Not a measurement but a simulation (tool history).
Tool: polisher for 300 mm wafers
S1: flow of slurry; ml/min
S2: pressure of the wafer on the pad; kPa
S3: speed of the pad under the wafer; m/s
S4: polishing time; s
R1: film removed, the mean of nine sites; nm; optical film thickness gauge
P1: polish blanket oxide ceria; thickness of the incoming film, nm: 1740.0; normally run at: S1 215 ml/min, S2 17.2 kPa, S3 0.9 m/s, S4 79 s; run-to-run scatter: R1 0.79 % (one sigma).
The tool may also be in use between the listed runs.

{"run": 1, "day": 0.1, "S1": 215, "S2": 17.2, "S3": 0.9, "S4": 79, "R1": 248.57}
{"run": 2, "day": 0.254, "S1": 215, "S2": 13.1, "S3": 1.26, "S4": 79, "R1": 268.62}
{"run": 3, "day": 0.446, "S1": 215, "S2": 17.2, "S3": 1.42, "S4": 79, "R1": 397.49}
{"run": 4, "day": 0.617, "S1": 215, "S2": 17.2, "S3": 0.9, "S4": 123, "R1": 389.72}
{"run": 5, "day": 0.729, "S1": 215, "S2": 17.2, "S3": 0.42, "S4": 79, "R1": 118.43}
{"run": 6, "day": 0.858, "S1": 215, "S2": 26.9, "S3": 0.9, "S4": 79, "R1": 394.04}
{"run": 7, "day": 1.05, "S1": 215, "S2": 8.3, "S3": 0.9, "S4": 79, "R1": 120.64}
{"run": 8, "day": 1.212, "S1": 215, "S2": 17.2, "S3": 0.9, "S4": 79, "R1": 254.36}
{"run": 9, "day": 1.388, "S1": 310, "S2": 17.2, "S3": 0.9, "S4": 79, "R1": 258.27}
{"day": 1.446, "done": "slurry nozzle cleaned"}
{"run": 10, "day": 1.483, "S1": 130, "S2": 17.2, "S3": 0.9, "S4": 79, "R1": 233.42}
{"run": 11, "day": 1.679, "S1": 215, "S2": 17.2, "S3": 0.9, "S4": 79, "R1": 247.74}
{"run": 12, "day": 1.821, "S1": 215, "S2": 17.2, "S3": 0.9, "S4": 79, "R1": 252.52}
{"run": 13, "day": 1.962, "S1": 215, "S2": 9.7, "S3": 1.4, "S4": 79, "R1": 221.43}
{"run": 14, "day": 2.075, "S1": 215, "S2": 17.2, "S3": 0.9, "S4": 36, "R1": 115.47}

The next listed run, before its measurement:
{"run": 15, "day": 2.217, "S1": 215, "S2": 17.2, "S3": 0.9, "S4": 79, "R1": "?"}

Run 15 gave R1 254.13 nm.
